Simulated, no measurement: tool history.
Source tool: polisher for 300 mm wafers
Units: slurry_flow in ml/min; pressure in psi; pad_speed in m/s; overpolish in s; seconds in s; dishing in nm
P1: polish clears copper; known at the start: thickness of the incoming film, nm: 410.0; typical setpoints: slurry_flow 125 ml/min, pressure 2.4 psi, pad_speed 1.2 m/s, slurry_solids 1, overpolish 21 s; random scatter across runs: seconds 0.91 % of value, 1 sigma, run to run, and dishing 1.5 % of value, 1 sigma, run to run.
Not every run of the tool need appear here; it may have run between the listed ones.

run,day,slurry_flow,pressure,pad_speed,slurry_solids,overpolish,wafers polished on this pad,hours since the slurry nozzle was cleaned,hours since the head pressure was calibrated,hours since the slurry blender was calibrated,seconds,dishing
1,0.4,125,2.4,1.2,1,21,138,597.6,466.8,136.2,135.75,38.401
2,0.642,165,2.4,1.2,1,21,160,603.4,472.6,142,127.79,41.124
3,0.925,125,1.7,1.2,1,21,186,610.2,479.4,148.8,192.01,28.667
4,1.45,125,2.4,0.8,1,21,234,622.8,492,161.4,203.3,28.563
5,1.688,125,2.4,1.2,1,6,255,628.5,497.7,167.1,137.4,13.618
6,2.167,75,2.4,1.2,1,21,299,640,509.2,178.6,154.96,34.953
7,2.675,125,2.4,1.2,1,21,345,652.2,521.4,190.8,134.65,40.253
# day 2.996: worn pad replaced by a new one
8,3.192,125,2.4,1.2,1,21,18,664.6,533.8,203.2,134.1,39.127
9,3.708,125,3.5,1.2,1,21,65,677,546.2,215.6,92.998,53.051
10,3.996,125,2.4,1.2,1,42,91,683.9,553.1,222.5,135.84,59.643
11,4.429,125,2.4,0.74,1.2,21,130,694.3,563.5,232.9,210.76,27.377
12,4.967,125,2.4,1.9,1,21,179,707.2,576.4,245.8,84.72,51.441
13,5.267,125,2.4,1.2,0.65,21,207,714.4,583.6,253,146.21,36.785
14,5.533,125,2.4,1.2,1,21,231,720.8,590,259.4,134.75,38.952
15,5.771,125,2.4,1.2,1.5,21,253,726.5,595.7,265.1,121.53,41.884
16,6.138,125,2.4,1.2,1,21,286,735.3,604.5,273.9,135.92,39.001
17,6.55,125,2.4,1.2,1,21,324,745.2,614.4,283.8,138.65,38.301
18,6.975,125,2.4,1.2,1,21,362,755.4,624.6,294,137.58,38.072
19,7.329,125,2.4,1.2,1,21,395,763.9,633.1,302.5,139.54,38.079
20,7.762,125,2.4,1.2,1,21,434,774.3,643.5,312.9,141.38,37.437
21,8.296,125,2.4,1.2,1,21,483,787.1,656.3,325.7,143.13,37.012
# day 8.45: head pressure recalibrated
22,8.8,125,2.4,1.2,1,21,529,799.2,8.4,337.8,145.2,36.606
# day 8.888: worn pad replaced by a new one
23,9.183,125,2.4,1.2,1,21,27,808.4,17.6,347,142.78,36.435
24,9.675,125,2.4,1.2,1,21,71,820.2,29.4,358.8,146.36,36.808
25,9.942,125,2.4,1.2,1,21,96,826.6,35.8,365.2,146.57,36.95
26,10.267,125,2.4,1.2,1,21,125,834.4,43.6,373,143.98,37.135
27,10.742,125,2.4,1.2,1,21,169,845.8,55,384.4,144.94,37.614

Compared with where it was, what P1 gives has crept away. Each cause listed below fits the log as well as the rest, at the size given for it:
A: slurry flow missing at the pad, % = 26.6
B: abrasive missing from the slurry, % = 29.4
At approximately day 6.138, the process output began to creep.
What rules out each remaining cause:
removal rate lost through wear of the pad, %: serviced after onset, at day 8.888, with no recovery of the prior output
head's pressure below its setpoint, %: serviced after onset, at day 8.45, with no recovery of the prior output

The list below offers 4 check runs, each averaging the results of 3 wafers, and shows each result as a question mark. For which of them would the listed causes give clearly different results?
check 1,11.217,75,3.2,1.2,1,21,,,,,?,?
check 2,11.217,125,2.4,0.9,1,36,,,,,?,?
check 3,11.217,125,2.4,1.2,1.4,21,,,,,?,?
check 4,11.217,125,2.4,1.68,1,21,,,,,?,?

What every check run would give for each of its results, assuming each possible cause in turn:
check,result,if A,if B
check 1,seconds,128.99,123.94
check 1,dishing,41.147,42.345
check 2,seconds,193,193.01
check 2,dishing,44.301,44.3
check 3,seconds,134.49,134.9
check 3,dishing,39.166,39.081
check 4,seconds,103.39,103.4
check 4,dishing,46.847,46.846
Distance between the nearest two causes, measured in the result of the check that separates them most: check 1 4 %; check 2 0 %; check 3 0.3 %; check 4 0 %
Check 1 is the one run that separates the causes; every other check would come out nearly the same whichever cause is at work.

The results of check 1 are: seconds 124.22 s; dishing 43.032 nm. Based on these, which of the listed causes is it?

It was cause B: abrasive missing from the slurry, %.

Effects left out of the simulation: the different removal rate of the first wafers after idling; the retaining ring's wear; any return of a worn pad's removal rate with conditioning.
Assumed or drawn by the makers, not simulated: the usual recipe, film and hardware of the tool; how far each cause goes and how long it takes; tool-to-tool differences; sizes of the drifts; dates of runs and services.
